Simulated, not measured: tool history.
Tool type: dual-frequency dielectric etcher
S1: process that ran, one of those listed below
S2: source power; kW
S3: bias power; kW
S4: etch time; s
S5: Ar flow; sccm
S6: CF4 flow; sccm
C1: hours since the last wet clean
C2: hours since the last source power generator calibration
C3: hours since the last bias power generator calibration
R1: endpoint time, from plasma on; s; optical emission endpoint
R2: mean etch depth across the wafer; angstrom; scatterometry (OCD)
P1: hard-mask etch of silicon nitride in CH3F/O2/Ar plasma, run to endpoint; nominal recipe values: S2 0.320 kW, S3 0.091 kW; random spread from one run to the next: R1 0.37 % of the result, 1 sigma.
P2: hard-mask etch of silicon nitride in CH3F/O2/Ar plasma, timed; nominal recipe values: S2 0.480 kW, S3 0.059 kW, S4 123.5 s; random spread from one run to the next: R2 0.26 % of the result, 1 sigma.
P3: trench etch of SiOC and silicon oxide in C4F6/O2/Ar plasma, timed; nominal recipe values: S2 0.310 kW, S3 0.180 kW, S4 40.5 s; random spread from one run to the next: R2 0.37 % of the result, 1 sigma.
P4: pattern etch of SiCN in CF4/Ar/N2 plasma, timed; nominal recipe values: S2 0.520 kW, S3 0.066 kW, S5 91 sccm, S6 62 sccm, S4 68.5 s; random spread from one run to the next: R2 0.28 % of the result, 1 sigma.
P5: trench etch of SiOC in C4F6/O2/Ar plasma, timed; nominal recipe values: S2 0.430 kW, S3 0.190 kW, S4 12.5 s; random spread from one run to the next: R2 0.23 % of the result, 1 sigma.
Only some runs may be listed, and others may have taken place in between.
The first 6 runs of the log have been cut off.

{"run": 7, "day": 2.338, "S1": "P2", "S2": 0.48, "S3": 0.074, "S4": 123.5, "C1": 149.2, "C2": 1295.8, "C3": 642.9, "R2": 946.22}
{"run": 8, "day": 2.762, "S1": "P4", "S2": 0.52, "S3": 0.066, "S4": 68.5, "S5": 91, "S6": 82, "C1": 159.4, "C2": 1306.0, "C3": 653.1, "R2": 650.27}
{"run": 9, "day": 3.175, "S1": "P1", "S2": 0.22, "S3": 0.111, "C1": 169.3, "C2": 1315.9, "C3": 663.0, "R1": 79.993}
{"run": 10, "day": 3.579, "S1": "P4", "S2": 0.52, "S3": 0.066, "S4": 100.5, "S5": 91, "S6": 62, "C1": 179.0, "C2": 1325.6, "C3": 672.7, "R2": 916.67}
{"run": 11, "day": 3.925, "S1": "P1", "S2": 0.25, "S3": 0.091, "C1": 187.3, "C2": 1333.9, "C3": 681.0, "R1": 82.894}
{"run": 12, "day": 4.175, "S1": "P2", "S2": 0.48, "S3": 0.059, "S4": 68.0, "C1": 193.3, "C2": 1339.9, "C3": 687.0, "R2": 482.71}
{"run": 13, "day": 4.488, "S1": "P1", "S2": 0.32, "S3": 0.091, "C1": 200.8, "C2": 1347.4, "C3": 694.5, "R1": 75.536}
{"run": 14, "day": 4.783, "S1": "P1", "S2": 0.23, "S3": 0.075, "C1": 207.9, "C2": 1354.5, "C3": 701.6, "R1": 91.518}
{"run": 15, "day": 5.246, "S1": "P5", "S2": 0.61, "S3": 0.19, "S4": 12.5, "C1": 219.0, "C2": 1365.6, "C3": 712.7, "R2": 315.75}
{"run": 16, "day": 5.512, "S1": "P4", "S2": 0.52, "S3": 0.066, "S4": 68.5, "S5": 66, "S6": 62, "C1": 225.4, "C2": 1372.0, "C3": 719.1, "R2": 653.74}
{"run": 17, "day": 5.854, "S1": "P5", "S2": 0.43, "S3": 0.11, "S4": 12.5, "C1": 233.6, "C2": 1380.2, "C3": 727.3, "R2": 233.98}
{"run": 18, "day": 6.15, "S1": "P1", "S2": 0.32, "S3": 0.074, "C1": 240.7, "C2": 1387.3, "C3": 734.4, "R1": 80.897}
{"run": 19, "day": 6.425, "S1": "P1", "S2": 0.44, "S3": 0.091, "C1": 247.3, "C2": 1393.9, "C3": 741.0, "R1": 67.218}
{"run": 20, "day": 6.842, "S1": "P3", "S2": 0.31, "S3": 0.18, "S4": 40.5, "C1": 257.3, "C2": 1403.9, "C3": 751.0, "R2": 694.1}
{"run": 21, "day": 7.138, "S1": "P1", "S2": 0.32, "S3": 0.118, "C1": 264.4, "C2": 1411.0, "C3": 758.1, "R1": 68.492}
{"run": 22, "day": 7.529, "S1": "P4", "S2": 0.52, "S3": 0.046, "S4": 68.5, "S5": 91, "S6": 62, "C1": 273.8, "C2": 1420.4, "C3": 767.5, "R2": 553.47}
{"run": 23, "day": 7.879, "S1": "P2", "S2": 0.48, "S3": 0.059, "S4": 123.5, "C1": 282.2, "C2": 1428.8, "C3": 775.9, "R2": 879.53}
{"run": 24, "day": 8.275, "S1": "P1", "S2": 0.32, "S3": 0.091, "C1": 291.7, "C2": 1438.3, "C3": 785.4, "R1": 75.725}
{"run": 25, "day": 8.692, "S1": "P4", "S2": 0.52, "S3": 0.066, "S4": 68.5, "S5": 91, "S6": 62, "C1": 301.7, "C2": 1448.3, "C3": 795.4, "R2": 625.33}
{"run": 26, "day": 9.088, "S1": "P4", "S2": 0.52, "S3": 0.066, "S4": 68.5, "S5": 91, "S6": 62, "C1": 311.2, "C2": 1457.8, "C3": 804.9, "R2": 625.26}
{"run": 27, "day": 9.354, "S1": "P1", "S2": 0.32, "S3": 0.091, "C1": 317.6, "C2": 1464.2, "C3": 811.3, "R1": 75.573}
{"run": 28, "day": 9.65, "S1": "P1", "S2": 0.32, "S3": 0.091, "C1": 324.7, "C2": 1471.3, "C3": 818.4, "R1": 75.479}
{"run": 29, "day": 9.921, "S1": "P5", "S2": 0.43, "S3": 0.19, "S4": 18.0, "C1": 331.2, "C2": 1477.8, "C3": 824.9, "R2": 397.59}
{"run": 30, "day": 10.267, "S1": "P3", "S2": 0.22, "S3": 0.18, "S4": 40.5, "C1": 339.5, "C2": 1486.1, "C3": 833.2, "R2": 603.04}

For run 31, what comes out?
{"run": 31, "day": 10.529, "S1": "P4", "S2": 0.73, "S3": 0.066, "S4": 68.5, "S5": 91, "S6": 62, "C1": 345.8, "C2": 1492.4, "C3": 839.5, "R2": "?"}

Run 31 gave R2 843.95 angstrom.
